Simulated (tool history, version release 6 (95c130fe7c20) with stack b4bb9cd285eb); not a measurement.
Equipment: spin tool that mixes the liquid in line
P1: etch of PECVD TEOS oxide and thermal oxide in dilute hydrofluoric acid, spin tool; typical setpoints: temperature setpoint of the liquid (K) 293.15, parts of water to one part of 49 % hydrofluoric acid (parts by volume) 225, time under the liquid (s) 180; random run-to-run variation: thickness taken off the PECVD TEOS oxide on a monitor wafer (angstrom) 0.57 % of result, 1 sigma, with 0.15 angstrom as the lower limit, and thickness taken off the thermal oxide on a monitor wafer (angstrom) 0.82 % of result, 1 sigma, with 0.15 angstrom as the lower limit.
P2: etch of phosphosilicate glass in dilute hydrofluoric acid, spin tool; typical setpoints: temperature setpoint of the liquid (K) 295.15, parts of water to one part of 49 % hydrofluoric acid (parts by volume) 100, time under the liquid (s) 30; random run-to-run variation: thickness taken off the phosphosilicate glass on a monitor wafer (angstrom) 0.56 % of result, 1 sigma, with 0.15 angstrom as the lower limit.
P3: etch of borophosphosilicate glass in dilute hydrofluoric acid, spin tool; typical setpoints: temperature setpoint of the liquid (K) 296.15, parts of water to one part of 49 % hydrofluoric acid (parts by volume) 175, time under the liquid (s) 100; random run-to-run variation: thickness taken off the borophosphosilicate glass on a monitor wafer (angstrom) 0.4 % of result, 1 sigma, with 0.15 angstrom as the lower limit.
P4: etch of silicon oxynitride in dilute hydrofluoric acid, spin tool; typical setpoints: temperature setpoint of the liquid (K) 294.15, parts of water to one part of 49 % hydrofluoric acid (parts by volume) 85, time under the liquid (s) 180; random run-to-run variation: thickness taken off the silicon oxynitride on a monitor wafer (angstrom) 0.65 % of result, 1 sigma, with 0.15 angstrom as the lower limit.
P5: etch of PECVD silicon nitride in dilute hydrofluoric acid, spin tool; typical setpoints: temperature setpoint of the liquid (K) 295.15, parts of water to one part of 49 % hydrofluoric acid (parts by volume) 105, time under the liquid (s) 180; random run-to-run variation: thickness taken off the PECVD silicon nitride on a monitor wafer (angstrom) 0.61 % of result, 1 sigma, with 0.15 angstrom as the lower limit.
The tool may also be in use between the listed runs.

run,hour,process that ran,temperature setpoint of the liquid (K),parts of water to one part of 49 % hydrofluoric acid (parts by volume),time under the liquid (s),hours since the thermometer was replaced,hours since the hydrofluoric acid flow meter was replaced,thickness taken off the PECVD TEOS oxide on a monitor wafer (angstrom),thickness taken off the thermal oxide on a monitor wafer (angstrom),thickness taken off the silicon oxynitride on a monitor wafer (angstrom),thickness taken off the borophosphosilicate glass on a monitor wafer (angstrom),thickness taken off the PECVD silicon nitride on a monitor wafer (angstrom),thickness taken off the phosphosilicate glass on a monitor wafer (angstrom)
1,6.5,P1,293.15,225,180,691.0,297.5,97.6000,28.4350,,,,
2,16.7,P4,294.15,85,275,701.2,307.7,,,47.255,,,
3,30.9,P3,296.15,175,15,715.4,321.9,,,,28.199,,
4,42.7,P5,290.15,105,180,727.2,333.7,,,,,26.231,
5,53.8,P4,294.15,85,180,738.3,344.8,,,31.583,,,
6,64.0,P1,293.15,225,320,748.5,355.0,172.5700,50.0380,,,,
7,72.1,P3,291.65,175,100,756.6,363.1,,,,157.750,,
8,79.0,P5,295.15,105,180,763.5,370.0,,,,,36.494,
9,89.9,P1,290.15,225,180,774.4,380.9,85.7500,25.4040,,,,
10,98.3,P1,293.15,225,180,782.8,389.3,96.7950,28.1190,,,,
11,106.1,P1,290.15,225,315,790.6,397.1,152.6700,44.2900,,,,
12,118.5,P1,301.15,225,180,803.0,409.5,131.1600,37.9690,,,,
13,131.1,P1,293.15,225,180,815.6,422.1,97.8050,28.6910,,,,
14,138.8,P1,293.15,225,15,823.3,429.8,8.1393,2.3993,,,,
15,149.0,P1,297.65,225,325,833.5,440.0,208.6300,60.3990,,,,
16,158.5,P1,293.15,225,180,843.0,449.5,97.1760,28.2870,,,,
17,165.8,P2,295.15,100,30,850.3,456.8,,,,,,293.65
18,179.1,P4,294.15,85,180,863.6,470.1,,,30.960,,,
19,188.5,P5,295.15,25,180,873.0,479.5,,,,,149.360,
20,195.2,P4,302.15,85,180,879.7,486.2,,,45.233,,,
21,206.6,P4,294.15,140,180,891.1,497.6,,,18.246,,,
22,213.1,P1,293.15,135,180,897.6,504.1,177.3100,52.1640,,,,
23,224.4,P2,301.65,100,30,908.9,515.4,,,,,,380.13
24,236.0,P2,295.15,35,30,920.5,527.0,,,,,,908.85
25,243.8,P3,296.15,95,100,928.3,534.8,,,,379.690,,
# hour 254.1: hydrofluoric acid flow meter replaced
26,255.0,P3,296.15,175,100,939.5,1.0,,,,187.900,,
27,266.6,P2,295.15,100,55,951.1,12.6,,,,,,538.68
28,275.5,P1,293.15,380,180,960.0,21.5,49.9730,14.5430,,,,
29,283.2,P5,295.15,105,295,967.7,29.2,,,,,60.116,
30,292.5,P5,295.15,105,180,977.0,38.5,,,,,36.281,
31,299.5,P3,296.15,175,100,984.0,45.5,,,,187.160,,
32,306.6,P1,293.15,225,180,991.1,52.6,97.7040,27.9950,,,,
33,317.9,P1,293.15,225,180,1002.4,63.9,95.7010,27.6420,,,,
34,327.5,P1,293.15,225,180,1012.0,73.5,94.0410,27.3020,,,,
35,337.2,P1,293.15,225,180,1021.7,83.2,92.6280,27.5040,,,,
36,351.1,P1,293.15,225,180,1035.6,97.1,92.3410,26.9750,,,,
37,364.9,P1,293.15,225,180,1049.4,110.9,91.0880,26.2290,,,,
38,374.8,P1,293.15,225,180,1059.3,120.8,91.1650,26.4600,,,,
39,388.7,P1,293.15,225,180,1073.2,134.7,90.5120,25.9280,,,,
40,402.9,P1,293.15,225,180,1087.4,148.9,90.7260,26.5120,,,,
41,414.0,P1,293.15,225,180,1098.5,160.0,91.5350,26.6900,,,,
42,427.2,P1,293.15,225,180,1111.7,173.2,89.7920,25.9500,,,,
43,438.8,P1,293.15,225,180,1123.3,184.8,90.8970,25.8750,,,,

Compared with where it was, what P1 gives has crept away. Each cause listed below fits the log as well as the rest, at the size given for it:
A: hydrofluoric acid flow below the setpoint (%) = 6.11
B: liquid colder than its thermometer reads (K) = 2
At approximately hour 306.6, the process output began to creep.

Of the 4 check runs listed below, each run on one wafer and each result written as a question mark, which would let you distinguish the listed causes because they would give clearly different results?
check 1,450.4,P3,293.15,175,45,,,,,,?,,
check 2,450.4,P5,291.65,30,180,,,,,,,?,
check 3,450.4,P4,300.65,135,180,,,,,?,,,
check 4,450.4,P2,301.65,100,30,,,,,,,,?

Expected result of each check under each candidate cause:
check,result,if A,if B
check 1,thickness taken off the borophosphosilicate glass on a monitor wafer (angstrom),69.859,69.530
check 2,thickness taken off the PECVD silicon nitride on a monitor wafer (angstrom),91.724,84.486
check 3,thickness taken off the silicon oxynitride on a monitor wafer (angstrom),23.706,23.250
check 4,thickness taken off the phosphosilicate glass on a monitor wafer (angstrom),352.69,350.99
Minimum pairwise separation of causes per check, each pair taken at its best-separating result: check 1 0.47 %; check 2 8.22 %; check 3 1.94 %; check 4 0.48 %
The causes can be told apart only by check 2. The other checks would give nearly the same results under each of them.

Check 2 was then run and gave: thickness taken off the PECVD silicon nitride on a monitor wafer (angstrom) 91.382. Which cause is it?

The cause is A: hydrofluoric acid flow below the setpoint (%).
